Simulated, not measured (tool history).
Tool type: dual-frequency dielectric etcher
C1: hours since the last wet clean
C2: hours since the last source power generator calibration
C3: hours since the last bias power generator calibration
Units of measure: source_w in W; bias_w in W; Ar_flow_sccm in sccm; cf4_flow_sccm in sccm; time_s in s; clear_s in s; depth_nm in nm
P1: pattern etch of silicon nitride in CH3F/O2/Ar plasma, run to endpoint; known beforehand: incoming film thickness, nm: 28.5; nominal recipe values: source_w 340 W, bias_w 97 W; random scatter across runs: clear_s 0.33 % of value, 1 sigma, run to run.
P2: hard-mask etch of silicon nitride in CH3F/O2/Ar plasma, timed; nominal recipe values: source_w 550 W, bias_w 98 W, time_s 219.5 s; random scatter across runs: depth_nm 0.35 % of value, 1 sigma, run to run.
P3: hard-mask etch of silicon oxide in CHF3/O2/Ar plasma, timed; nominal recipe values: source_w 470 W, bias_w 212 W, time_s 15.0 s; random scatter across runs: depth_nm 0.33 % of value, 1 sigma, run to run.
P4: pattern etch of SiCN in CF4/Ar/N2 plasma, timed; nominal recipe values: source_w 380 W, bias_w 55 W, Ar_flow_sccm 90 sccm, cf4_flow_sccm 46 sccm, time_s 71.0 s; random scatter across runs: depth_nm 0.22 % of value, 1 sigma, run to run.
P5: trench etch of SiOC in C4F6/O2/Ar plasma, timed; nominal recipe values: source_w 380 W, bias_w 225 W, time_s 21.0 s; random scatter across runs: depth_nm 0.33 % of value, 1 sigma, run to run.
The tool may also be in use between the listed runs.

{"run": 1, "hour": 10.3, "process": "P1", "source_w": 340, "bias_w": 97, "C1": 257.8, "C2": 1595.3, "C3": 1366.0, "clear_s": 39.374}
{"run": 2, "hour": 20.5, "process": "P4", "source_w": 380, "bias_w": 78, "Ar_flow_sccm": 90, "cf4_flow_sccm": 46, "time_s": 71.0, "C1": 268.0, "C2": 1605.5, "C3": 1376.2, "depth_nm": 51.515}
{"run": 3, "hour": 28.9, "process": "P5", "source_w": 530, "bias_w": 225, "time_s": 21.0, "C1": 276.4, "C2": 1613.9, "C3": 1384.6, "depth_nm": 52.291}
{"run": 4, "hour": 37.1, "process": "P4", "source_w": 380, "bias_w": 55, "Ar_flow_sccm": 90, "cf4_flow_sccm": 46, "time_s": 71.0, "C1": 284.6, "C2": 1622.1, "C3": 1392.8, "depth_nm": 45.468}
{"run": 5, "hour": 53.7, "process": "P1", "source_w": 340, "bias_w": 67, "C1": 301.2, "C2": 1638.7, "C3": 1409.4, "clear_s": 44.868}
{"run": 6, "hour": 64.4, "process": "P1", "source_w": 340, "bias_w": 97, "C1": 311.9, "C2": 1649.4, "C3": 1420.1, "clear_s": 39.106}
{"run": 7, "hour": 76.1, "process": "P4", "source_w": 380, "bias_w": 55, "Ar_flow_sccm": 90, "cf4_flow_sccm": 35, "time_s": 71.0, "C1": 323.6, "C2": 1661.1, "C3": 1431.8, "depth_nm": 43.246}
{"run": 8, "hour": 91.8, "process": "P5", "source_w": 380, "bias_w": 300, "time_s": 21.0, "C1": 339.3, "C2": 1676.8, "C3": 1447.5, "depth_nm": 50.795}
{"run": 9, "hour": 102.9, "process": "P5", "source_w": 380, "bias_w": 225, "time_s": 21.0, "C1": 350.4, "C2": 1687.9, "C3": 1458.6, "depth_nm": 45.944}
{"run": 10, "hour": 114.0, "process": "P2", "source_w": 550, "bias_w": 98, "time_s": 219.5, "C1": 361.5, "C2": 1699.0, "C3": 1469.7, "depth_nm": 191.66}
{"run": 11, "hour": 123.6, "process": "P1", "source_w": 340, "bias_w": 97, "C1": 371.1, "C2": 1708.6, "C3": 1479.3, "clear_s": 39.249}
{"run": 12, "hour": 140.2, "process": "P1", "source_w": 340, "bias_w": 97, "C1": 387.7, "C2": 1725.2, "C3": 1495.9, "clear_s": 38.926}
{"run": 13, "hour": 156.1, "process": "P2", "source_w": 550, "bias_w": 98, "time_s": 276.5, "C1": 403.6, "C2": 1741.1, "C3": 1511.8, "depth_nm": 241.36}
{"run": 14, "hour": 165.0, "process": "P1", "source_w": 440, "bias_w": 68, "C1": 412.5, "C2": 1750.0, "C3": 1520.7, "clear_s": 40.173}
{"run": 15, "hour": 182.5, "process": "P4", "source_w": 380, "bias_w": 55, "Ar_flow_sccm": 55, "cf4_flow_sccm": 46, "time_s": 71.0, "C1": 430.0, "C2": 1767.5, "C3": 1538.2, "depth_nm": 49.243}
{"run": 16, "hour": 200.4, "process": "P1", "source_w": 270, "bias_w": 97, "C1": 447.9, "C2": 1785.4, "C3": 1556.1, "clear_s": 42.507}
{"run": 17, "hour": 213.3, "process": "P3", "source_w": 290, "bias_w": 212, "time_s": 15.0, "C1": 460.8, "C2": 1798.3, "C3": 1569.0, "depth_nm": 24.36}
{"run": 18, "hour": 231.6, "process": "P1", "source_w": 420, "bias_w": 97, "C1": 479.1, "C2": 1816.6, "C3": 1587.3, "clear_s": 36.029}
{"run": 19, "hour": 249.3, "process": "P5", "source_w": 380, "bias_w": 225, "time_s": 14.5, "C1": 496.8, "C2": 1834.3, "C3": 1605.0, "depth_nm": 31.695}
{"run": 20, "hour": 265.2, "process": "P5", "source_w": 380, "bias_w": 225, "time_s": 21.0, "C1": 512.7, "C2": 1850.2, "C3": 1620.9, "depth_nm": 45.809}
{"run": 21, "hour": 277.2, "process": "P3", "source_w": 470, "bias_w": 212, "time_s": 15.0, "C1": 524.7, "C2": 1862.2, "C3": 1632.9, "depth_nm": 29.076}
{"run": 22, "hour": 294.3, "process": "P3", "source_w": 470, "bias_w": 212, "time_s": 15.0, "C1": 541.8, "C2": 1879.3, "C3": 1650.0, "depth_nm": 29.275}
{"run": 23, "hour": 308.6, "process": "P2", "source_w": 700, "bias_w": 98, "time_s": 219.5, "C1": 556.1, "C2": 1893.6, "C3": 1664.3, "depth_nm": 210.75}
{"run": 24, "hour": 323.3, "process": "P1", "source_w": 340, "bias_w": 127, "C1": 570.8, "C2": 1908.3, "C3": 1679.0, "clear_s": 35.268}
{"run": 25, "hour": 341.4, "process": "P4", "source_w": 380, "bias_w": 55, "Ar_flow_sccm": 90, "cf4_flow_sccm": 46, "time_s": 71.0, "C1": 588.9, "C2": 1926.4, "C3": 1697.1, "depth_nm": 45.47}
{"run": 26, "hour": 355.6, "process": "P4", "source_w": 270, "bias_w": 55, "Ar_flow_sccm": 90, "cf4_flow_sccm": 46, "time_s": 71.0, "C1": 603.1, "C2": 1940.6, "C3": 1711.3, "depth_nm": 33.64}
{"run": 27, "hour": 368.2, "process": "P4", "source_w": 380, "bias_w": 55, "Ar_flow_sccm": 90, "cf4_flow_sccm": 46, "time_s": 46.0, "C1": 615.7, "C2": 1953.2, "C3": 1723.9, "depth_nm": 29.514}
{"run": 28, "hour": 385.9, "process": "P1", "source_w": 340, "bias_w": 97, "C1": 633.4, "C2": 1970.9, "C3": 1741.6, "clear_s": 39.206}
{"run": 29, "hour": 395.2, "process": "P1", "source_w": 340, "bias_w": 97, "C1": 642.7, "C2": 1980.2, "C3": 1750.9, "clear_s": 39.076}
{"run": 30, "hour": 405.3, "process": "P3", "source_w": 470, "bias_w": 212, "time_s": 10.5, "C1": 652.8, "C2": 1990.3, "C3": 1761.0, "depth_nm": 20.515}
{"run": 31, "hour": 413.7, "process": "P2", "source_w": 550, "bias_w": 125, "time_s": 219.5, "C1": 661.2, "C2": 1998.7, "C3": 1769.4, "depth_nm": 209.35}
{"run": 32, "hour": 429.9, "process": "P2", "source_w": 550, "bias_w": 98, "time_s": 219.5, "C1": 677.4, "C2": 2014.9, "C3": 1785.6, "depth_nm": 191.5}
{"run": 33, "hour": 440.6, "process": "P3", "source_w": 470, "bias_w": 161, "time_s": 15.0, "C1": 688.1, "C2": 2025.6, "C3": 1796.3, "depth_nm": 26.629}
{"run": 34, "hour": 456.5, "process": "P1", "source_w": 340, "bias_w": 97, "C1": 704.0, "C2": 2041.5, "C3": 1812.2, "clear_s": 39.007}
{"run": 35, "hour": 471.1, "process": "P1", "source_w": 340, "bias_w": 97, "C1": 718.6, "C2": 2056.1, "C3": 1826.8, "clear_s": 38.661}
{"run": 36, "hour": 483.6, "process": "P1", "source_w": 340, "bias_w": 97, "C1": 731.1, "C2": 2068.6, "C3": 1839.3, "clear_s": 38.389}
{"run": 37, "hour": 492.1, "process": "P1", "source_w": 340, "bias_w": 97, "C1": 739.6, "C2": 2077.1, "C3": 1847.8, "clear_s": 38.669}
{"run": 38, "hour": 507.9, "process": "P1", "source_w": 340, "bias_w": 97, "C1": 755.4, "C2": 2092.9, "C3": 1863.6, "clear_s": 38.701}
{"hour": 518.0, "done": "wet clean of the chamber"}
{"run": 39, "hour": 518.4, "process": "P1", "source_w": 340, "bias_w": 97, "C1": 0.4, "C2": 2103.4, "C3": 1874.1, "clear_s": 38.432}
{"run": 40, "hour": 530.0, "process": "P1", "source_w": 340, "bias_w": 97, "C1": 12.0, "C2": 2115.0, "C3": 1885.7, "clear_s": 38.379}
{"run": 41, "hour": 542.7, "process": "P1", "source_w": 340, "bias_w": 97, "C1": 24.7, "C2": 2127.7, "C3": 1898.4, "clear_s": 38.426}
{"run": 42, "hour": 553.9, "process": "P1", "source_w": 340, "bias_w": 97, "C1": 35.9, "C2": 2138.9, "C3": 1909.6, "clear_s": 38.625}

The log shows P1 creeping away from where it was. Any of the 2 causes listed here, at the size stated for it, fits the log just as well as the others:
A: source power that arrives over what is set, % = 4.6
B: bias power that arrives over what is set, % = 4.62
The process output started creeping at around hour 456.5.
Other possible causes, and why each is ruled out:
chamber walls in a state that raises the etch rate, %: work on it at hour 518.0, done after the drift set in, did not restore what the process gave before

The check runs listed below each take one wafer, and their results are still question marks. Under which run would the listed causes lead to clearly different results?
{"run": "check 1", "hour": 565.1, "process": "P3", "source_w": 330, "bias_w": 212, "time_s": 15.0, "depth_nm": "?"}
{"run": "check 2", "hour": 565.1, "process": "P5", "source_w": 480, "bias_w": 225, "time_s": 15.0, "depth_nm": "?"}
{"run": "check 3", "hour": 565.1, "process": "P4", "source_w": 310, "bias_w": 55, "Ar_flow_sccm": 90, "cf4_flow_sccm": 46, "time_s": 71.0, "depth_nm": "?"}
{"run": "check 4", "hour": 565.1, "process": "P2", "source_w": 550, "bias_w": 116, "time_s": 219.5, "depth_nm": "?"}

Predicted outcomes, by check and by cause:
check=check_1 result=depth_nm if_A=26.044 if_B=26.030
check=check_2 result=depth_nm if_A=36.469 if_B=36.378
check=check_3 result=depth_nm if_A=39.504 if_B=38.595
check=check_4 result=depth_nm if_A=206.500 if_B=206.520
Minimum pairwise separation of causes per check, each pair taken at its best-separating result: check 1 0.05 %; check 2 0.25 %; check 3 2.33 %; check 4 0.01 %
Check 3 is the one run that separates the causes; every other check would come out nearly the same whichever cause is at work.

Running check 3 produced the following: depth_nm 38.592 nm. Which one of the listed causes fits?

It is B: bias power that arrives over what is set, %.
